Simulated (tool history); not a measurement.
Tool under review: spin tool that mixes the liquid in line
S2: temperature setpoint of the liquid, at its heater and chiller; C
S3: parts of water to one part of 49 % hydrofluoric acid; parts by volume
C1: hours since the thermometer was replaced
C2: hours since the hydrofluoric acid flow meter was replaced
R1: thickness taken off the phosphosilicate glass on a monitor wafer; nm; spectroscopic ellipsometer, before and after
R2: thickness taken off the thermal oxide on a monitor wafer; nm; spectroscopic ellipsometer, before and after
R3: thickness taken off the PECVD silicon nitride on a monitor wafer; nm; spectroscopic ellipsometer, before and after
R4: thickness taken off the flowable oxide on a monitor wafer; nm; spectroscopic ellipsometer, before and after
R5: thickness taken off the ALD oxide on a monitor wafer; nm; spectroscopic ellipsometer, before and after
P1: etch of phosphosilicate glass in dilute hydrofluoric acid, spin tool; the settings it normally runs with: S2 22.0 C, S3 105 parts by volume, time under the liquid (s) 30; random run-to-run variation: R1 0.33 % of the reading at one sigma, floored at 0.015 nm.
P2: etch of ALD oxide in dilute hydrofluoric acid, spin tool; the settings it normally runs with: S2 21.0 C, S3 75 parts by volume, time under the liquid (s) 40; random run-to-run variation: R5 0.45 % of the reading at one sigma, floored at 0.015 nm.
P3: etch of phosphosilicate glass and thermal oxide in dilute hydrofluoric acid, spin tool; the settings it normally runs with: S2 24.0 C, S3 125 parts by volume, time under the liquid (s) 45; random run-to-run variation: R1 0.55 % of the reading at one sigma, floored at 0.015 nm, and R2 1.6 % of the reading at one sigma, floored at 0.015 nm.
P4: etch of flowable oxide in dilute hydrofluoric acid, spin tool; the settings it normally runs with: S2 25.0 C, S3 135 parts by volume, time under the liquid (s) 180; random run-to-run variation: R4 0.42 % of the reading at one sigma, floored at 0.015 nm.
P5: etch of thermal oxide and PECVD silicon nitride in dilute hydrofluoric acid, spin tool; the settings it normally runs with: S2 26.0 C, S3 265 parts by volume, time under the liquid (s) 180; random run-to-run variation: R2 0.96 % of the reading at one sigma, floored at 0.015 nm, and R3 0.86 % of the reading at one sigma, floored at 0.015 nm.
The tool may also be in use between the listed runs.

Run 1, day 0.179: process that ran P1, S2 22.0 C, S3 105 parts by volume, time under the liquid (s) 30; C1 569.7; C2 1127.1. Result: R1 51.916 nm.
Run 2, day 0.338: process that ran P5, S2 26.0 C, S3 90 parts by volume, time under the liquid (s) 180; C1 573.5; C2 1130.9. Result: R2 10.20000 nm, R3 9.32500 nm.
Run 3, day 0.504: process that ran P4, S2 33.0 C, S3 135 parts by volume, time under the liquid (s) 180; C1 577.5; C2 1134.9. Result: R4 64.7860 nm.
Run 4, day 0.617: process that ran P2, S2 17.0 C, S3 75 parts by volume, time under the liquid (s) 40; C1 580.2; C2 1137.6. Result: R5 8.9396 nm.
Run 5, day 0.754: process that ran P4, S2 25.0 C, S3 135 parts by volume, time under the liquid (s) 180; C1 583.5; C2 1140.9. Result: R4 48.1070 nm.
Run 6, day 0.862: process that ran P4, S2 25.0 C, S3 135 parts by volume, time under the liquid (s) 15; C1 586.1; C2 1143.5. Result: R4 4.0477 nm.
Run 7, day 0.954: process that ran P1, S2 22.0 C, S3 105 parts by volume, time under the liquid (s) 30; C1 588.3; C2 1145.7. Result: R1 51.930 nm.
Run 8, day 1.108: process that ran P1, S2 22.0 C, S3 70 parts by volume, time under the liquid (s) 15; C1 592.0; C2 1149.4. Result: R1 40.540 nm.
Run 9, day 1.267: process that ran P4, S2 25.0 C, S3 40 parts by volume, time under the liquid (s) 180; C1 595.8; C2 1153.2. Result: R4 185.2200 nm.
Run 10, day 1.400: process that ran P3, S2 31.0 C, S3 125 parts by volume, time under the liquid (s) 45; C1 599.0; C2 1156.4. Result: R1 40.392 nm, R2 2.08760 nm.
Run 11, day 1.496: process that ran P2, S2 21.0 C, S3 75 parts by volume, time under the liquid (s) 40; C1 601.3; C2 1158.7. Result: R5 10.5780 nm.
Run 12, day 1.600: process that ran P1, S2 22.0 C, S3 105 parts by volume, time under the liquid (s) 30; C1 603.8; C2 1161.2. Result: R1 52.056 nm.
Run 13, day 1.742: process that ran P1, S2 22.0 C, S3 65 parts by volume, time under the liquid (s) 30; C1 607.2; C2 1164.6. Result: R1 88.454 nm.
At day 1.808: thermometer replaced.
Run 14, day 1.879: process that ran P4, S2 25.0 C, S3 135 parts by volume, time under the liquid (s) 180; C1 1.8; C2 1167.9. Result: R4 49.0420 nm.
Run 15, day 2.012: process that ran P2, S2 21.0 C, S3 140 parts by volume, time under the liquid (s) 40; C1 5.0; C2 1171.1. Result: R5 5.2237 nm.
Run 16, day 2.142: process that ran P1, S2 17.5 C, S3 105 parts by volume, time under the liquid (s) 30; C1 8.1; C2 1174.2. Result: R1 43.306 nm.
Run 17, day 2.225: process that ran P5, S2 26.0 C, S3 265 parts by volume, time under the liquid (s) 180; C1 10.1; C2 1176.2. Result: R2 2.88930 nm, R3 3.19750 nm.
Run 18, day 2.304: process that ran P1, S2 30.0 C, S3 105 parts by volume, time under the liquid (s) 30; C1 12.0; C2 1178.1. Result: R1 70.915 nm.
Run 19, day 2.388: process that ran P1, S2 22.0 C, S3 105 parts by volume, time under the liquid (s) 15; C1 14.0; C2 1180.1. Result: R1 25.832 nm.
Run 20, day 2.492: process that ran P2, S2 21.0 C, S3 75 parts by volume, time under the liquid (s) 15; C1 16.5; C2 1182.6. Result: R5 3.9365 nm.
Run 21, day 2.571: process that ran P1, S2 22.0 C, S3 145 parts by volume, time under the liquid (s) 30; C1 18.4; C2 1184.5. Result: R1 36.182 nm.
Run 22, day 2.696: process that ran P1, S2 22.0 C, S3 105 parts by volume, time under the liquid (s) 30; C1 21.4; C2 1187.5. Result: R1 52.159 nm.
Run 23, day 2.808: process that ran P5, S2 26.0 C, S3 265 parts by volume, time under the liquid (s) 180; C1 24.1; C2 1190.2. Result: R2 2.90020 nm, R3 3.15110 nm.
Run 24, day 2.971: process that ran P1, S2 22.0 C, S3 105 parts by volume, time under the liquid (s) 30; C1 28.0; C2 1194.1. Result: R1 52.145 nm.
Run 25, day 3.092: process that ran P5, S2 30.0 C, S3 265 parts by volume, time under the liquid (s) 180; C1 30.9; C2 1197.0. Result: R2 3.22240 nm, R3 4.06850 nm.
Run 26, day 3.258: process that ran P3, S2 24.0 C, S3 125 parts by volume, time under the liquid (s) 85; C1 34.9; C2 1201.0. Result: R1 59.100 nm, R2 3.01410 nm.
Run 27, day 3.362: process that ran P3, S2 24.0 C, S3 50 parts by volume, time under the liquid (s) 45; C1 37.4; C2 1203.5. Result: R1 86.060 nm, R2 4.44790 nm.
Run 28, day 3.442: process that ran P3, S2 24.0 C, S3 125 parts by volume, time under the liquid (s) 45; C1 39.3; C2 1205.4. Result: R1 31.133 nm, R2 1.63120 nm.
Run 29, day 3.558: process that ran P1, S2 22.0 C, S3 105 parts by volume, time under the liquid (s) 50; C1 42.1; C2 1208.2. Result: R1 86.778 nm.
Run 30, day 3.712: process that ran P5, S2 26.0 C, S3 265 parts by volume, time under the liquid (s) 15; C1 45.8; C2 1211.9. Result: R2 0.25163 nm, R3 0.28674 nm.
Run 31, day 3.858: process that ran P2, S2 21.0 C, S3 75 parts by volume, time under the liquid (s) 40; C1 49.3; C2 1215.4. Result: R5 10.5360 nm.
Run 32, day 4.004: process that ran P3, S2 24.0 C, S3 125 parts by volume, time under the liquid (s) 45; C1 52.8; C2 1218.9. Result: R1 31.371 nm, R2 1.65090 nm.
Run 33, day 4.088: process that ran P1, S2 22.0 C, S3 105 parts by volume, time under the liquid (s) 30; C1 54.8; C2 1220.9. Result: R1 51.985 nm.
Run 34, day 4.246: process that ran P1, S2 22.0 C, S3 105 parts by volume, time under the liquid (s) 30; C1 58.6; C2 1224.7. Result: R1 50.820 nm.
Run 35, day 4.400: process that ran P1, S2 22.0 C, S3 105 parts by volume, time under the liquid (s) 30; C1 62.3; C2 1228.4. Result: R1 49.481 nm.
Run 36, day 4.496: process that ran P1, S2 22.0 C, S3 105 parts by volume, time under the liquid (s) 30; C1 64.6; C2 1230.7. Result: R1 49.162 nm.
Run 37, day 4.654: process that ran P1, S2 22.0 C, S3 105 parts by volume, time under the liquid (s) 30; C1 68.4; C2 1234.5. Result: R1 48.832 nm.
Run 38, day 4.800: process that ran P1, S2 22.0 C, S3 105 parts by volume, time under the liquid (s) 30; C1 71.9; C2 1238.0. Result: R1 48.173 nm.
Run 39, day 4.904: process that ran P1, S2 22.0 C, S3 105 parts by volume, time under the liquid (s) 30; C1 74.4; C2 1240.5. Result: R1 48.173 nm.
Run 40, day 5.029: process that ran P1, S2 22.0 C, S3 105 parts by volume, time under the liquid (s) 30; C1 77.4; C2 1243.5. Result: R1 48.096 nm.
Run 41, day 5.154: process that ran P1, S2 22.0 C, S3 105 parts by volume, time under the liquid (s) 30; C1 80.4; C2 1246.5. Result: R1 48.062 nm.
Run 42, day 5.246: process that ran P1, S2 22.0 C, S3 105 parts by volume, time under the liquid (s) 30; C1 82.6; C2 1248.7. Result: R1 47.970 nm.
Run 43, day 5.325: process that ran P1, S2 22.0 C, S3 105 parts by volume, time under the liquid (s) 30; C1 84.5; C2 1250.6. Result: R1 47.818 nm.
Run 44, day 5.450: process that ran P1, S2 22.0 C, S3 105 parts by volume, time under the liquid (s) 30; C1 87.5; C2 1253.6. Result: R1 47.792 nm.

P1 no longer gives what it gave before; its output has crept away from where it was. The following 2 causes, each at its listed size, fit the log equally well:
A: liquid colder than its thermometer reads (K) = 2.05
B: hydrofluoric acid flow below the setpoint (%) = 7.09
At approximately day 4.088, the process output began to creep.

Each of the check runs listed below is run on 5 wafers and reports their average, with the results left as question marks. Pick the one under which the possible causes would lead to clearly different results.
Run check 1, day 5.575: process that ran P5, S2 26.0 C, S3 265 parts by volume, time under the liquid (s) 75. Result: R2 ?, R3 ?.
Run check 2, day 5.575: process that ran P3, S2 24.0 C, S3 125 parts by volume, time under the liquid (s) 75. Result: R1 ?, R2 ?.
Run check 3, day 5.575: process that ran P2, S2 21.0 C, S3 125 parts by volume, time under the liquid (s) 15. Result: R5 ?.
Run check 4, day 5.575: process that ran P4, S2 25.0 C, S3 70 parts by volume, time under the liquid (s) 45. Result: R4 ?.

Outcome of each check run for each possible cause:
  check  result     if A     if B
check 1      R2  1.10730  1.08250
check 1      R3  1.17350  1.23570
check 2      R1   47.974   47.773
check 2      R2  2.48330  2.47290
check 3      R5   2.0706   2.0683
check 4      R4  23.3470  23.4070
Gap, in per cent, between the two causes that each check separates least, read from the result that separates them most: check 1 5.17 %; check 2 0.42 %; check 3 0.11 %; check 4 0.25 %
The causes can be told apart only by check 1. The other checks would give nearly the same results under each of them.

Here is what check 1 returned: R2 1.07790 nm; R3 1.21980 nm. Which cause is it?

It was cause B: hydrofluoric acid flow below the setpoint (%).

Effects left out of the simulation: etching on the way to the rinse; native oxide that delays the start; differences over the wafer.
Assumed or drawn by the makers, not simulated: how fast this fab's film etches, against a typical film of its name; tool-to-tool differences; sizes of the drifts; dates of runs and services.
